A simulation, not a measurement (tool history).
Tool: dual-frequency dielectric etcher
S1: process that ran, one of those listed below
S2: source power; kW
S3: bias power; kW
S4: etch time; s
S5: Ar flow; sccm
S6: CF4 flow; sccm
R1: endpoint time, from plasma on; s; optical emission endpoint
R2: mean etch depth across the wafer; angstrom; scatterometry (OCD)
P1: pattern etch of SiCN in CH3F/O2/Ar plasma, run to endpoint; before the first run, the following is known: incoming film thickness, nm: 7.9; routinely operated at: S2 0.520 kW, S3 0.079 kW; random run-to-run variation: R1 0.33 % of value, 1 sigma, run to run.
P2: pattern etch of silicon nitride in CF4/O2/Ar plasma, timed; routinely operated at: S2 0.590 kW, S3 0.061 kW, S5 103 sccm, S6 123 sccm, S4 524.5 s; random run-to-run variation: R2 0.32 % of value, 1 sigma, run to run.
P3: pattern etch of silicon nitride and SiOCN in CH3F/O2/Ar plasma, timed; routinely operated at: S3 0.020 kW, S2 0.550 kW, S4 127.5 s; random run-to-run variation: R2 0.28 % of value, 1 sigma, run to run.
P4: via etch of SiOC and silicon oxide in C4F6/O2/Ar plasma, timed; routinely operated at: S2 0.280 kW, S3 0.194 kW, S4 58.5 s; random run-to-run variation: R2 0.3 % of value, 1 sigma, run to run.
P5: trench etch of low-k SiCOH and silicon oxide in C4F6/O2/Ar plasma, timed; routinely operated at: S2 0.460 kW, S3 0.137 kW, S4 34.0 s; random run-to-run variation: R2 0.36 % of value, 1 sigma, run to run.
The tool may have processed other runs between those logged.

run   hour  S1     S2     S3     S4   S5   S6      R1        R2
  1    5.0  P1  0.520  0.079                   18.530
  2    9.8  P4  0.280  0.194   58.5                      586.28
  3   12.9  P1  0.520  0.079                   18.452
  4   16.0  P3  0.710  0.020  127.5                      203.79
  5   21.4  P3  0.550  0.020   70.0                      102.08
  6   23.7  P2  0.590  0.061  524.5  103  123          12664.00
  7   27.3  P5  0.630  0.137   34.0                     1153.00
  8   32.5  P2  0.590  0.061  336.0  103  123           8074.40
  9   35.2  P2  0.590  0.080  524.5  103  123          14039.00
 10   37.9  P5  0.460  0.137   34.0                     1021.80
 11   40.8  P1  0.520  0.079                   18.484
 12   45.0  P3  0.550  0.016  127.5                      169.41
 13   50.0  P2  0.590  0.061  524.5   66  123          13173.00
 14   54.8  P1  0.380  0.079                   20.648
 15   59.9  P5  0.460  0.137   46.0                     1373.30
 16   63.2  P5  0.460  0.189   34.0                     1127.10
 17   68.1  P3  0.550  0.020  127.5                      184.67
 18   70.5  P1  0.520  0.079                   18.532
 19   73.3  P4  0.280  0.194   85.5                      852.88
 20   77.5  P4  0.200  0.194   58.5                      512.98
 21   80.9  P1  0.520  0.111                   16.267
 22   83.4  P1  0.520  0.079                   18.472
 23   87.1  P2  0.590  0.061  524.5  103  170          13085.00
 24   92.1  P1  0.520  0.060                   20.148
 25   95.4  P4  0.280  0.127   58.5                      510.31
 26   98.3  P1  0.430  0.055                   22.584
 27  102.3  P1  0.630  0.079                   17.090
 28  107.3  P4  0.280  0.194   58.5                      582.16
 29  111.8  P2  0.780  0.061  524.5  103  123          16138.00
 30  115.9  P1  0.520  0.079                   18.499
 31  119.6  P1  0.520  0.079                   18.314
 32  124.4  P1  0.520  0.079                   18.263
 33  128.5  P1  0.520  0.079                   18.201
 34  131.1  P1  0.520  0.079                   18.260
     131.5  -- wet clean of the chamber
 35  135.6  P1  0.520  0.079                   18.201
 36  140.2  P1  0.520  0.079                   18.051
 37  143.8  P1  0.520  0.079                   18.109
 38  146.6  P1  0.520  0.079                   18.066

What P1 gives has crept away from where it was. These 2 causes fit the log equally well, each at the size given:
A: source power that arrives over what is set, % = 4.47
B: bias power that arrives over what is set, % = 4.74
The gradual shift began around hour 115.9.
Why every other cause is out:
chamber walls in a state that raises the etch rate, %: work on it at hour 131.5, done after the drift set in, did not restore what the process gave before

Consider the 4 check runs below, whose results appear as question marks and each of which averages 2 wafers. Which one distinguishes the causes, in that each cause would give it a clearly different result?
check 1  149.4  P5  0.460  0.156   41.5                 ?
check 2  149.4  P3  0.680  0.020   75.0                 ?
check 3  149.4  P4  0.210  0.194   58.5                 ?
check 4  149.4  P2  0.730  0.061  524.5  103  123       ?

Expected result of each check under each candidate cause:
  check  result      if A      if B
check 1      R2   1313.60   1309.40
check 2      R2    119.49    119.95
check 3      R2    532.23    531.81
check 4      R2  15798.00  15471.00
Distance between the nearest two causes, measured in the result of the check that separates them most: check 1 0.32 %; check 2 0.38 %; check 3 0.08 %; check 4 2.09 %
The causes can be told apart only by check 4. The other checks would give nearly the same results under each of them.

After running check 4, the following was obtained: R2 15490.00 angstrom. Which cause does this point to?

It was cause B: bias power that arrives over what is set, %.
